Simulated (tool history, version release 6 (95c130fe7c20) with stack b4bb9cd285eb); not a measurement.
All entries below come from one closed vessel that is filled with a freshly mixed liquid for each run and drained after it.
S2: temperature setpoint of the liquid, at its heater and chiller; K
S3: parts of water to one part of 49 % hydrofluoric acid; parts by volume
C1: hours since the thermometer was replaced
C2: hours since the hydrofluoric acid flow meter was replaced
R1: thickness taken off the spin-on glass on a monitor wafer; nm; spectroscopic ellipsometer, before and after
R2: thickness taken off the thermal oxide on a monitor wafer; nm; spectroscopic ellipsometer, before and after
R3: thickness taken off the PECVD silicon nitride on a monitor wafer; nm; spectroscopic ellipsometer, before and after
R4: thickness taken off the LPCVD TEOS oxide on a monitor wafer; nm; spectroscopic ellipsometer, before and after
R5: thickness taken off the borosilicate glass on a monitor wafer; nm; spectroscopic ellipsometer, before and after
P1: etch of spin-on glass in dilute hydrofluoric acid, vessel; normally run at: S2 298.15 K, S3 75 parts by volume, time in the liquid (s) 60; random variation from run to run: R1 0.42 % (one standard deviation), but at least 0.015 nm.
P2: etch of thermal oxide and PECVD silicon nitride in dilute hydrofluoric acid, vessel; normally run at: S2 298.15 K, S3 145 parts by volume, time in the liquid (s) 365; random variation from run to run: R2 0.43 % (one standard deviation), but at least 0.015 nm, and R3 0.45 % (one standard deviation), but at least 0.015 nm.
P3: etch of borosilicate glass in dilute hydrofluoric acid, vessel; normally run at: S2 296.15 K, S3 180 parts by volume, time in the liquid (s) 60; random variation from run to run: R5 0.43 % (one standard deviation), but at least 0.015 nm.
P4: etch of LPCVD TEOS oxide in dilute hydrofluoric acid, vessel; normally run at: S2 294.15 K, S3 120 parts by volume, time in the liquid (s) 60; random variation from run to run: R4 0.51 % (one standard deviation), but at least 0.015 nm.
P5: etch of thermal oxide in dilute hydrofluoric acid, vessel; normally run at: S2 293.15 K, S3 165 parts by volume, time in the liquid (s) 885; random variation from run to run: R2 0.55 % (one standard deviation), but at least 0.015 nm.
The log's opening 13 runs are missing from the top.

{"run": 14, "hour": 164.1, "process that ran": "P5", "S2": 293.15, "S3": 165, "time in the liquid (s)": 1605, "C1": 864.0, "C2": 459.1, "R2": 35.697}
{"run": 15, "hour": 179.3, "process that ran": "P2", "S2": 294.15, "S3": 145, "time in the liquid (s)": 365, "C1": 879.2, "C2": 474.3, "R2": 9.8719, "R3": 5.7504}
{"run": 16, "hour": 191.3, "process that ran": "P1", "S2": 301.15, "S3": 75, "time in the liquid (s)": 30, "C1": 891.2, "C2": 486.3, "R1": 16.511}
{"run": 17, "hour": 202.3, "process that ran": "P1", "S2": 298.15, "S3": 75, "time in the liquid (s)": 60, "C1": 902.2, "C2": 497.3, "R1": 29.241}
{"run": 18, "hour": 210.3, "process that ran": "P1", "S2": 298.15, "S3": 75, "time in the liquid (s)": 60, "C1": 910.2, "C2": 505.3, "R1": 29.101}
{"run": 19, "hour": 221.7, "process that ran": "P1", "S2": 298.15, "S3": 75, "time in the liquid (s)": 60, "C1": 921.6, "C2": 516.7, "R1": 29.471}
{"run": 20, "hour": 232.8, "process that ran": "P1", "S2": 298.15, "S3": 35, "time in the liquid (s)": 60, "C1": 932.7, "C2": 527.8, "R1": 66.15}
{"run": 21, "hour": 241.5, "process that ran": "P3", "S2": 296.15, "S3": 255, "time in the liquid (s)": 60, "C1": 941.4, "C2": 536.5, "R5": 7.1085}
{"run": 22, "hour": 253.2, "process that ran": "P4", "S2": 290.15, "S3": 120, "time in the liquid (s)": 60, "C1": 953.1, "C2": 548.2, "R4": 6.7889}
{"run": 23, "hour": 266.8, "process that ran": "P3", "S2": 296.15, "S3": 180, "time in the liquid (s)": 30, "C1": 966.7, "C2": 561.8, "R5": 5.4989}
{"run": 24, "hour": 282.7, "process that ran": "P3", "S2": 291.15, "S3": 180, "time in the liquid (s)": 60, "C1": 982.6, "C2": 577.7, "R5": 9.0218}
{"hour": 294.3, "done": "hydrofluoric acid flow meter replaced"}
{"run": 25, "hour": 296.9, "process that ran": "P1", "S2": 298.15, "S3": 75, "time in the liquid (s)": 115, "C1": 996.8, "C2": 2.7, "R1": 56.355}
{"run": 26, "hour": 305.2, "process that ran": "P1", "S2": 298.15, "S3": 75, "time in the liquid (s)": 30, "C1": 1005.1, "C2": 11.0, "R1": 14.562}
{"run": 27, "hour": 316.1, "process that ran": "P5", "S2": 301.65, "S3": 165, "time in the liquid (s)": 885, "C1": 1016.0, "C2": 21.9, "R2": 27.193}
{"run": 28, "hour": 325.1, "process that ran": "P5", "S2": 293.15, "S3": 165, "time in the liquid (s)": 885, "C1": 1025.0, "C2": 30.9, "R2": 19.577}
{"run": 29, "hour": 338.9, "process that ran": "P1", "S2": 295.15, "S3": 35, "time in the liquid (s)": 60, "C1": 1038.8, "C2": 44.7, "R1": 58.601}
{"run": 30, "hour": 346.8, "process that ran": "P3", "S2": 296.15, "S3": 180, "time in the liquid (s)": 60, "C1": 1046.7, "C2": 52.6, "R5": 10.943}

Estimate the outcome of run 31 from the log above:
{"run": 31, "hour": 359.0, "process that ran": "P1", "S2": 298.15, "S3": 75, "time in the liquid (s)": 60, "C1": 1058.9, "C2": 64.8, "R1": "?"}

{"run 31": {"R1": 29.435}}
